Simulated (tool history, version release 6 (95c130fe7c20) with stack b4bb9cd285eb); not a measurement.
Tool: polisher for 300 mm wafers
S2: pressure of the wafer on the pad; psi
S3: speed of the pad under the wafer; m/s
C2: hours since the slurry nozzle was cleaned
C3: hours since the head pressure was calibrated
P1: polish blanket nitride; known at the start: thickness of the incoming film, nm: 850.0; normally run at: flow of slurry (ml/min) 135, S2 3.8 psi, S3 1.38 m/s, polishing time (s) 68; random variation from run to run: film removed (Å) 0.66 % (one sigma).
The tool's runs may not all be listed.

run 1 hour=10.7 | flow_of_slurry_(ml/min)=135 S2=3.8 S3=1.38 polishing_time_(s)=68 | wafers_polished_on_this_pad=336 C2=313.6 C3=236.1 | film_removed_(Å)=1569.7
run 2 hour=27.9 | flow_of_slurry_(ml/min)=200 S2=3.8 S3=1.38 polishing_time_(s)=35 | wafers_polished_on_this_pad=605 C2=330.8 C3=253.3 | film_removed_(Å)=853.96
run 3 hour=40.4 | flow_of_slurry_(ml/min)=135 S2=3.8 S3=1.38 polishing_time_(s)=31 | wafers_polished_on_this_pad=800 C2=343.3 C3=265.8 | film_removed_(Å)=714.7
run 4 hour=54.6 | flow_of_slurry_(ml/min)=135 S2=3.8 S3=1.38 polishing_time_(s)=68 | wafers_polished_on_this_pad=1021 C2=357.5 C3=280 | film_removed_(Å)=1558.9
run 5 hour=63.6 | flow_of_slurry_(ml/min)=135 S2=3.8 S3=1.38 polishing_time_(s)=68 | wafers_polished_on_this_pad=1162 C2=366.5 C3=289 | film_removed_(Å)=1544.8
run 6 hour=80.7 | flow_of_slurry_(ml/min)=135 S2=3.8 S3=1.38 polishing_time_(s)=68 | wafers_polished_on_this_pad=1429 C2=383.6 C3=306.1 | film_removed_(Å)=1548.1
run 7 hour=96.5 | flow_of_slurry_(ml/min)=135 S2=3.8 S3=1.38 polishing_time_(s)=68 | wafers_polished_on_this_pad=1675 C2=399.4 C3=321.9 | film_removed_(Å)=1566.5
run 8 hour=113.4 | flow_of_slurry_(ml/min)=135 S2=3.8 S3=0.72 polishing_time_(s)=68 | wafers_polished_on_this_pad=1939 C2=416.3 C3=338.8 | film_removed_(Å)=919.95
run 9 hour=121.1 | flow_of_slurry_(ml/min)=205 S2=3.8 S3=1.38 polishing_time_(s)=68 | wafers_polished_on_this_pad=2059 C2=424 C3=346.5 | film_removed_(Å)=1651.4
run 10 hour=130.9 | flow_of_slurry_(ml/min)=135 S2=2.1 S3=1.38 polishing_time_(s)=68 | wafers_polished_on_this_pad=2212 C2=433.8 C3=356.3 | film_removed_(Å)=865.38
run 11 hour=139.3 | flow_of_slurry_(ml/min)=135 S2=2.7 S3=1.38 polishing_time_(s)=41 | wafers_polished_on_this_pad=2343 C2=442.2 C3=364.7 | film_removed_(Å)=664.11
run 12 hour=154.6 | flow_of_slurry_(ml/min)=135 S2=3.8 S3=1.38 polishing_time_(s)=68 | wafers_polished_on_this_pad=2582 C2=457.5 C3=380 | film_removed_(Å)=1537.8
run 13 hour=171.4 | flow_of_slurry_(ml/min)=135 S2=3.8 S3=1.38 polishing_time_(s)=100 | wafers_polished_on_this_pad=2844 C2=474.3 C3=396.8 | film_removed_(Å)=2311.3
run 14 hour=188.5 | flow_of_slurry_(ml/min)=135 S2=5.8 S3=1.38 polishing_time_(s)=68 | wafers_polished_on_this_pad=3111 C2=491.4 C3=413.9 | film_removed_(Å)=2401
run 15 hour=204 | flow_of_slurry_(ml/min)=100 S2=3.8 S3=1.38 polishing_time_(s)=68 | wafers_polished_on_this_pad=3353 C2=506.9 C3=429.4 | film_removed_(Å)=1448
run 16 hour=220.8 | flow_of_slurry_(ml/min)=175 S2=4.8 S3=1.38 polishing_time_(s)=68 | wafers_polished_on_this_pad=3615 C2=523.7 C3=446.2 | film_removed_(Å)=2066.4
run 17 hour=229.5 | flow_of_slurry_(ml/min)=135 S2=3.8 S3=2 polishing_time_(s)=68 | wafers_polished_on_this_pad=3751 C2=532.4 C3=454.9 | film_removed_(Å)=2085.2
run 18 hour=239.8 | flow_of_slurry_(ml/min)=135 S2=3.8 S3=1.38 polishing_time_(s)=68 | wafers_polished_on_this_pad=3912 C2=542.7 C3=465.2 | film_removed_(Å)=1572.8
run 19 hour=256.4 | flow_of_slurry_(ml/min)=135 S2=3.8 S3=1.38 polishing_time_(s)=68 | wafers_polished_on_this_pad=4171 C2=559.3 C3=481.8 | film_removed_(Å)=1470.1
run 20 hour=273.2 | flow_of_slurry_(ml/min)=135 S2=3.8 S3=1.38 polishing_time_(s)=68 | wafers_polished_on_this_pad=4433 C2=576.1 C3=498.6 | film_removed_(Å)=1444.7
run 21 hour=289.1 | flow_of_slurry_(ml/min)=135 S2=3.8 S3=1.38 polishing_time_(s)=68 | wafers_polished_on_this_pad=4682 C2=592 C3=514.5 | film_removed_(Å)=1436.5

Run 22 comes next. What will it give?
run 22 hour=300.5 | flow_of_slurry_(ml/min)=135 S2=3.8 S3=1.38 polishing_time_(s)=68 | wafers_polished_on_this_pad=4860 C2=603.4 C3=525.9 | film_removed_(Å)=?

film removed (Å): 1405.2

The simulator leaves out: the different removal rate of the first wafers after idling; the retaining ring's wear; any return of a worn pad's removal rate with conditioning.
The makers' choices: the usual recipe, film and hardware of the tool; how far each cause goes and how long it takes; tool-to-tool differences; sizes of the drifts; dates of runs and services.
